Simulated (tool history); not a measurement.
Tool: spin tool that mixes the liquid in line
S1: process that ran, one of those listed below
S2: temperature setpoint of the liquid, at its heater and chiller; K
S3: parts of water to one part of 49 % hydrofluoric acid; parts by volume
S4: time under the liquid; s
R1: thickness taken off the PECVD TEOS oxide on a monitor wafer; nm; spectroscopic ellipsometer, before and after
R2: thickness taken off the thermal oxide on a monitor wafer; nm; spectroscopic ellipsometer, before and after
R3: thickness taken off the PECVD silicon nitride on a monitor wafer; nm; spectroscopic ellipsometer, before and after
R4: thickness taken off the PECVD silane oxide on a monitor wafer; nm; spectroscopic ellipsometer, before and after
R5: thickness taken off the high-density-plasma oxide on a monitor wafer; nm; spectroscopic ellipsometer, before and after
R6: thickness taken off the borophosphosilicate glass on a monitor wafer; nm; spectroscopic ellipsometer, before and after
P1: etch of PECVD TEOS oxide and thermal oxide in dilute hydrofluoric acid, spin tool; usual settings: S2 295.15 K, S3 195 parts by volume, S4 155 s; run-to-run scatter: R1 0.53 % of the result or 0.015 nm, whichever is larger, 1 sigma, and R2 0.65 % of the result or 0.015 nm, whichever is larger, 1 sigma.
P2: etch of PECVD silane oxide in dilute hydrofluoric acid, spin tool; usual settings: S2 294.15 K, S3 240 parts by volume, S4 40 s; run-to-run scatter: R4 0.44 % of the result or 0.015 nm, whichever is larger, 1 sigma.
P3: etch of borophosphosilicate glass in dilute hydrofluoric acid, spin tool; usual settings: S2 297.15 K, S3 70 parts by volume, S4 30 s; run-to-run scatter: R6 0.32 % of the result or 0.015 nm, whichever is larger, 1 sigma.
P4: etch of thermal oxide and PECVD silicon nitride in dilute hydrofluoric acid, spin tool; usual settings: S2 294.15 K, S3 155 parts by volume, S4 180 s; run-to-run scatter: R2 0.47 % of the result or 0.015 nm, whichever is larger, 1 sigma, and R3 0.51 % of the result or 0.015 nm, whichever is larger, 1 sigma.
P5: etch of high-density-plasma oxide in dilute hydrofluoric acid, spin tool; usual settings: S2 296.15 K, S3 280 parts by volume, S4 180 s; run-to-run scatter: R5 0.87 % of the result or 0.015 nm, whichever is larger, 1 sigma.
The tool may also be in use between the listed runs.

run 1 hour=2.5 | S1=P1 S2=295.15 S3=195 S4=155 | R1=8.0568 R2=3.09280
run 2 hour=4.5 | S1=P1 S2=295.15 S3=195 S4=265 | R1=13.8480 R2=5.27500
run 3 hour=7.6 | S1=P1 S2=295.15 S3=195 S4=155 | R1=8.0132 R2=3.07090
run 4 hour=10.2 | S1=P1 S2=302.65 S3=70 S4=155 | R1=35.0310 R2=13.12300
run 5 hour=13.1 | S1=P1 S2=290.15 S3=310 S4=155 | R1=3.7740 R2=1.46320
run 6 hour=17.0 | S1=P1 S2=290.15 S3=195 S4=155 | R1=6.5702 R2=2.52010
run 7 hour=19.8 | S1=P4 S2=294.15 S3=155 S4=180 | R2=4.42300 R3=5.4797
run 8 hour=22.3 | S1=P1 S2=295.15 S3=285 S4=155 | R1=5.0712 R2=1.92940
run 9 hour=26.6 | S1=P2 S2=294.15 S3=240 S4=15 | R4=2.3842
run 10 hour=29.7 | S1=P4 S2=294.15 S3=155 S4=305 | R2=7.60430 R3=9.3708
run 11 hour=33.1 | S1=P5 S2=296.15 S3=280 S4=65 | R5=0.94032
run 12 hour=35.2 | S1=P2 S2=294.15 S3=365 S4=40 | R4=3.7236
run 13 hour=39.4 | S1=P1 S2=295.15 S3=195 S4=155 | R1=7.9884 R2=3.04780
run 14 hour=42.7 | S1=P4 S2=294.15 S3=55 S4=180 | R2=14.10200 R3=15.1050
run 15 hour=45.4 | S1=P3 S2=297.15 S3=70 S4=65 | R6=43.708
run 16 hour=48.4 | S1=P1 S2=295.15 S3=195 S4=155 | R1=8.0403 R2=3.04450
run 17 hour=51.6 | S1=P2 S2=294.15 S3=240 S4=40 | R4=6.4212
run 18 hour=54.0 | S1=P1 S2=295.15 S3=195 S4=15 | R1=0.7788 R2=0.30599
run 19 hour=57.9 | S1=P1 S2=295.15 S3=195 S4=155 | R1=8.0381 R2=3.07840
run 20 hour=61.6 | S1=P3 S2=305.15 S3=70 S4=30 | R6=27.569
run 21 hour=65.4 | S1=P1 S2=295.15 S3=40 S4=155 | R1=46.8580 R2=17.87100
run 22 hour=67.6 | S1=P4 S2=301.65 S3=155 S4=180 | R2=5.93730 R3=8.8498
run 23 hour=70.4 | S1=P5 S2=296.15 S3=280 S4=180 | R5=2.65920
run 24 hour=72.4 | S1=P1 S2=295.15 S3=195 S4=155 | R1=8.0948 R2=3.08190
run 25 hour=76.1 | S1=P2 S2=298.15 S3=240 S4=40 | R4=7.4531
run 26 hour=78.9 | S1=P4 S2=294.15 S3=155 S4=180 | R2=4.46600 R3=5.4805
run 27 hour=80.9 | S1=P3 S2=297.15 S3=70 S4=30 | R6=20.277

Run 28 comes next. What will it give?
run 28 hour=84.9 | S1=P1 S2=301.15 S3=195 S4=155 | R1=? R2=?

R1: 9.9002 nm
R2: 3.82470 nm

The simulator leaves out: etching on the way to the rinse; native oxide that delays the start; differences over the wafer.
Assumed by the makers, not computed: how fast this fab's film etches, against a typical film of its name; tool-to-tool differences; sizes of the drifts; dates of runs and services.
